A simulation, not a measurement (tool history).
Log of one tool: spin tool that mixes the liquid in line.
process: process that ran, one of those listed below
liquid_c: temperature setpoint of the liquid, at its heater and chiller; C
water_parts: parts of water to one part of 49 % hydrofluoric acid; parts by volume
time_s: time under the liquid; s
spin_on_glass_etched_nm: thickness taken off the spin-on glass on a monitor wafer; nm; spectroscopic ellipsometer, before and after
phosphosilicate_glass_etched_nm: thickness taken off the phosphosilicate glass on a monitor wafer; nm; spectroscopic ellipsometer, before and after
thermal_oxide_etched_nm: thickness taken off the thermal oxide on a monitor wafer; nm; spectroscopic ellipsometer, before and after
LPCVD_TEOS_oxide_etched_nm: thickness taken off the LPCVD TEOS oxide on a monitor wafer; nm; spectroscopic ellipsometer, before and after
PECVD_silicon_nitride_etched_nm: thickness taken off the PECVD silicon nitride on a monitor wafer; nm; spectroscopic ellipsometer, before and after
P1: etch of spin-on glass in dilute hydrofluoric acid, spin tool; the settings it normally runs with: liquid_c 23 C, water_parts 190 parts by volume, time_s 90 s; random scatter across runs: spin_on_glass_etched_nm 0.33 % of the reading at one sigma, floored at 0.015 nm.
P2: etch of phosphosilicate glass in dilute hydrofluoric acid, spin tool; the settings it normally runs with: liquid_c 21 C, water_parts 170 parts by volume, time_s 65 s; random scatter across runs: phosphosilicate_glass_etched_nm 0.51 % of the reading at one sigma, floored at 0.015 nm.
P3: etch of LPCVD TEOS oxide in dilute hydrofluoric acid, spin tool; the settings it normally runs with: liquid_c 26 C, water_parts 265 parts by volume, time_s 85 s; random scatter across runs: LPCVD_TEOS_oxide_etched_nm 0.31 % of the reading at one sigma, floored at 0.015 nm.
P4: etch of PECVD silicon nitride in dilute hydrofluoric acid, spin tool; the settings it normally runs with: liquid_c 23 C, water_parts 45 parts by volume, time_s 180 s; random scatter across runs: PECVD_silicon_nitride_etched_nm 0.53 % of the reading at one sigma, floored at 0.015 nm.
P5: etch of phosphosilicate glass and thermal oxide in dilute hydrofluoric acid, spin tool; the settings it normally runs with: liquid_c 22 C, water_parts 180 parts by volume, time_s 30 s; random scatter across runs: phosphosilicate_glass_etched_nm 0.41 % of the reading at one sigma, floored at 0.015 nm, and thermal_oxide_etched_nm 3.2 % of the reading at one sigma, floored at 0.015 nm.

run,hour,process,liquid_c,water_parts,time_s,hours since the thermometer was replaced,hours since the hydrofluoric acid flow meter was replaced,spin_on_glass_etched_nm,phosphosilicate_glass_etched_nm,thermal_oxide_etched_nm,LPCVD_TEOS_oxide_etched_nm,PECVD_silicon_nitride_etched_nm
1,10.3,P1,23,190,90,191.9,448.9,15.447,,,,
2,19.3,P1,23,275,90,200.9,457.9,9.8045,,,,
3,28.2,P1,18.5,190,90,209.8,466.8,13.012,,,,
4,35.7,P1,28.5,190,90,217.3,474.3,18.936,,,,
5,43.2,P2,21,170,65,224.8,481.8,,50.574,,,
6,52.4,P2,21,170,105,234,491,,81.662,,,
7,59.2,P1,23,190,90,240.8,497.8,15.522,,,,
8,66.7,P5,22,180,55,248.3,505.3,,37.831,1.1985,,
9,78.3,P2,28,170,65,259.9,516.9,,65.638,,,
10,87.1,P1,23,190,90,268.7,525.7,15.451,,,,
11,93,P1,23,190,90,274.6,531.6,15.445,,,,
12,104.7,P1,23,190,15,286.3,543.3,2.5745,,,,
13,115.4,P3,26,400,85,297,554,,,,5.1396,
14,121.8,P4,23,45,310,303.4,560.4,,,,,13.171
15,133.8,P5,22,55,30,315.4,572.4,,78.385,2.3254,,
16,143.8,P4,23,75,180,325.4,582.4,,,,,4.6159
17,155.4,P5,22,180,30,337,594,,20.714,0.65113,,
18,167,P5,22,180,30,348.6,605.6,,20.665,0.65835,,
19,172.9,P3,26,265,150,354.5,611.5,,,,15.673,
20,178.6,P2,21,170,65,360.2,617.2,,50.992,,,
21,187.9,P1,23,190,90,369.5,626.5,15.532,,,,
22,200.1,P4,23,45,180,381.7,638.7,,,,,7.5792
23,209.7,P4,31.5,45,180,391.3,648.3,,,,,13.229
24,218,P5,17.5,180,30,399.6,656.6,,17.38,0.57435,,
25,226.8,P1,28.5,75,90,408.4,665.4,55.754,,,,
26,236.7,P1,23,190,155,418.3,675.3,26.688,,,,
27,245.1,P2,21,245,65,426.7,683.7,,32.641,,,
28,256.8,P1,23,95,90,438.4,695.4,34.579,,,,
29,264.3,P3,31,265,85,445.9,702.9,,,,10.505,
30,273.5,P3,26,265,85,455.1,712.1,,,,8.8755,
31,283,P1,23,190,90,464.6,721.6,15.516,,,,
32,293.4,P1,23,190,90,475,732,15.749,,,,
33,306,P1,23,190,90,487.6,744.6,16.01,,,,
34,314.8,P1,23,190,90,496.4,753.4,16.146,,,,
35,322.9,P1,23,190,90,504.5,761.5,16.162,,,,
36,330.8,P1,23,190,90,512.4,769.4,16.277,,,,
37,338.8,P1,23,190,90,520.4,777.4,16.284,,,,
38,345.1,P1,23,190,90,526.7,783.7,16.366,,,,
39,350.7,P1,23,190,90,532.3,789.3,16.323,,,,
40,360.6,P1,23,190,90,542.2,799.2,16.37,,,,
41,368.4,P1,23,190,90,550,807,16.247,,,,
42,379.9,P1,23,190,90,561.5,818.5,16.342,,,,

Something has made what P1 gives creep away from where it was; the 2 causes below, each at its own stated size, fit the log equally well:
A: hydrofluoric acid flow above the setpoint (%) = 4.68
B: liquid hotter than its thermometer reads (K) = 1.47
The process output started creeping at around hour 283.

Below are 4 check runs, each on a single wafer, with their results shown as question marks. Which of them would tell the listed causes apart, meaning the causes would give clearly different results under it?
check 1,391.4,P2,21,170,65,,,,?,,,
check 2,391.4,P5,22,180,30,,,,?,?,,
check 3,391.4,P3,26,265,85,,,,,,?,
check 4,391.4,P4,23,45,180,,,,,,,?

Expected result of each check under each candidate cause:
check,result,if A,if B
check 1,phosphosilicate_glass_etched_nm,53.539,53.704
check 2,phosphosilicate_glass_etched_nm,21.917,21.951
check 2,thermal_oxide_etched_nm,0.68229,0.68335
check 3,LPCVD_TEOS_oxide_etched_nm,9.3859,9.3128
check 4,PECVD_silicon_nitride_etched_nm,7.9346,8.3834
Per-check spread between the two closest causes, in the result where they differ most: check 1 0.31 %; check 2 0.15 %; check 3 0.78 %; check 4 5.5 %
Check 4 is the one run that separates the causes; every other check would come out nearly the same whichever cause is at work.

Check 4 was then run and gave: PECVD_silicon_nitride_etched_nm 8.2873 nm. Which cause is it?

It is B: liquid hotter than its thermometer reads (K).
